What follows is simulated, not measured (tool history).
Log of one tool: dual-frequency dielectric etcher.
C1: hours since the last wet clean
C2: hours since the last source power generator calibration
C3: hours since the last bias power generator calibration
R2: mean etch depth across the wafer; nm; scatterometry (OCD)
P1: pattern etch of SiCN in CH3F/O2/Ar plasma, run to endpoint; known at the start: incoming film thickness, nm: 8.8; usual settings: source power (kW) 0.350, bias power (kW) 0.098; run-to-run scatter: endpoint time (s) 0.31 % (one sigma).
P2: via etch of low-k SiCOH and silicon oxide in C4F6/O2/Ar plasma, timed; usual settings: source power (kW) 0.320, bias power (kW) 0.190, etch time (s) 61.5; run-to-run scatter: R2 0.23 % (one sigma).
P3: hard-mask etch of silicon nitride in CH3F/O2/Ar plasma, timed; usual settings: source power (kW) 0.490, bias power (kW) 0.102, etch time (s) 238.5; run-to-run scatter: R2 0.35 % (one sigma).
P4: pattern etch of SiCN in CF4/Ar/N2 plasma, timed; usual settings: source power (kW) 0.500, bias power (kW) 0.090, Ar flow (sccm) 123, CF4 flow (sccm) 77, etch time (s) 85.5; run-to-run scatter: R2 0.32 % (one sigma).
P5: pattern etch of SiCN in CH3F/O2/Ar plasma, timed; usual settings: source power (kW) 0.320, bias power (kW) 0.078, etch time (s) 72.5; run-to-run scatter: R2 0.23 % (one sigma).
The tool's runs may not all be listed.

run 1 hour=6.9 | process_that_ran=P1 source_power_(kW)=0.350 bias_power_(kW)=0.098 | C1=252.0 C2=1507.2 C3=2180.6 | endpoint_time_(s)=22.102
run 2 hour=12.0 | process_that_ran=P2 source_power_(kW)=0.320 bias_power_(kW)=0.241 etch_time_(s)=61.5 | C1=257.1 C2=1512.3 C3=2185.7 | R2=165.650
run 3 hour=17.9 | process_that_ran=P3 source_power_(kW)=0.490 bias_power_(kW)=0.102 etch_time_(s)=238.5 | C1=263.0 C2=1518.2 C3=2191.6 | R2=200.890
run 4 hour=28.2 | process_that_ran=P4 source_power_(kW)=0.500 bias_power_(kW)=0.090 etch_time_(s)=85.5 Ar_flow_(sccm)=123 CF4_flow_(sccm)=77 | C1=273.3 C2=1528.5 C3=2201.9 | R2=87.371
run 5 hour=37.6 | process_that_ran=P3 source_power_(kW)=0.290 bias_power_(kW)=0.102 etch_time_(s)=238.5 | C1=282.7 C2=1537.9 C3=2211.3 | R2=164.880
run 6 hour=47.6 | process_that_ran=P1 source_power_(kW)=0.350 bias_power_(kW)=0.118 | C1=292.7 C2=1547.9 C3=2221.3 | endpoint_time_(s)=20.521
run 7 hour=52.6 | process_that_ran=P1 source_power_(kW)=0.350 bias_power_(kW)=0.098 | C1=297.7 C2=1552.9 C3=2226.3 | endpoint_time_(s)=22.026
run 8 hour=61.6 | process_that_ran=P4 source_power_(kW)=0.500 bias_power_(kW)=0.090 etch_time_(s)=85.5 Ar_flow_(sccm)=123 CF4_flow_(sccm)=103 | C1=306.7 C2=1561.9 C3=2235.3 | R2=90.932
run 9 hour=69.8 | process_that_ran=P3 source_power_(kW)=0.490 bias_power_(kW)=0.102 etch_time_(s)=315.0 | C1=314.9 C2=1570.1 C3=2243.5 | R2=265.260
run 10 hour=75.2 | process_that_ran=P1 source_power_(kW)=0.350 bias_power_(kW)=0.098 | C1=320.3 C2=1575.5 C3=2248.9 | endpoint_time_(s)=22.091
run 11 hour=83.7 | process_that_ran=P1 source_power_(kW)=0.350 bias_power_(kW)=0.078 | C1=328.8 C2=1584.0 C3=2257.4 | endpoint_time_(s)=23.857
run 12 hour=93.5 | process_that_ran=P2 source_power_(kW)=0.320 bias_power_(kW)=0.190 etch_time_(s)=61.5 | C1=338.6 C2=1593.8 C3=2267.2 | R2=152.770
run 13 hour=99.5 | process_that_ran=P5 source_power_(kW)=0.440 bias_power_(kW)=0.078 etch_time_(s)=72.5 | C1=344.6 C2=1599.8 C3=2273.2 | R2=28.677
run 14 hour=105.9 | process_that_ran=P4 source_power_(kW)=0.500 bias_power_(kW)=0.054 etch_time_(s)=85.5 Ar_flow_(sccm)=123 CF4_flow_(sccm)=77 | C1=351.0 C2=1606.2 C3=2279.6 | R2=72.992
run 15 hour=111.0 | process_that_ran=P1 source_power_(kW)=0.350 bias_power_(kW)=0.098 | C1=356.1 C2=1611.3 C3=2284.7 | endpoint_time_(s)=22.004
run 16 hour=118.7 | process_that_ran=P1 source_power_(kW)=0.350 bias_power_(kW)=0.098 | C1=363.8 C2=1619.0 C3=2292.4 | endpoint_time_(s)=22.024
run 17 hour=125.6 | process_that_ran=P2 source_power_(kW)=0.230 bias_power_(kW)=0.190 etch_time_(s)=61.5 | C1=370.7 C2=1625.9 C3=2299.3 | R2=135.040
run 18 hour=130.9 | process_that_ran=P4 source_power_(kW)=0.500 bias_power_(kW)=0.090 etch_time_(s)=60.5 Ar_flow_(sccm)=123 CF4_flow_(sccm)=77 | C1=376.0 C2=1631.2 C3=2304.6 | R2=61.460
run 19 hour=136.6 | process_that_ran=P1 source_power_(kW)=0.350 bias_power_(kW)=0.098 | C1=381.7 C2=1636.9 C3=2310.3 | endpoint_time_(s)=22.138
run 20 hour=147.3 | process_that_ran=P5 source_power_(kW)=0.320 bias_power_(kW)=0.047 etch_time_(s)=72.5 | C1=392.4 C2=1647.6 C3=2321.0 | R2=21.459
run 21 hour=153.7 | process_that_ran=P3 source_power_(kW)=0.490 bias_power_(kW)=0.074 etch_time_(s)=238.5 | C1=398.8 C2=1654.0 C3=2327.4 | R2=179.200
run 22 hour=163.5 | process_that_ran=P2 source_power_(kW)=0.320 bias_power_(kW)=0.190 etch_time_(s)=43.0 | C1=408.6 C2=1663.8 C3=2337.2 | R2=106.890
run 23 hour=172.8 | process_that_ran=P4 source_power_(kW)=0.500 bias_power_(kW)=0.090 etch_time_(s)=85.5 Ar_flow_(sccm)=92 CF4_flow_(sccm)=77 | C1=417.9 C2=1673.1 C3=2346.5 | R2=90.959
run 24 hour=179.8 | process_that_ran=P1 source_power_(kW)=0.490 bias_power_(kW)=0.098 | C1=424.9 C2=1680.1 C3=2353.5 | endpoint_time_(s)=19.506
run 25 hour=190.8 | process_that_ran=P5 source_power_(kW)=0.320 bias_power_(kW)=0.078 etch_time_(s)=72.5 | C1=435.9 C2=1691.1 C3=2364.5 | R2=25.481
run 26 hour=201.1 | process_that_ran=P1 source_power_(kW)=0.410 bias_power_(kW)=0.121 | C1=446.2 C2=1701.4 C3=2374.8 | endpoint_time_(s)=19.223
run 27 hour=212.5 | process_that_ran=P1 source_power_(kW)=0.210 bias_power_(kW)=0.098 | C1=457.6 C2=1712.8 C3=2386.2 | endpoint_time_(s)=26.652

Run 28 comes next. What will it give?
run 28 hour=220.1 | process_that_ran=P1 source_power_(kW)=0.350 bias_power_(kW)=0.098 | C1=465.2 C2=1720.4 C3=2393.8 | endpoint_time_(s)=?

endpoint time (s): 22.045
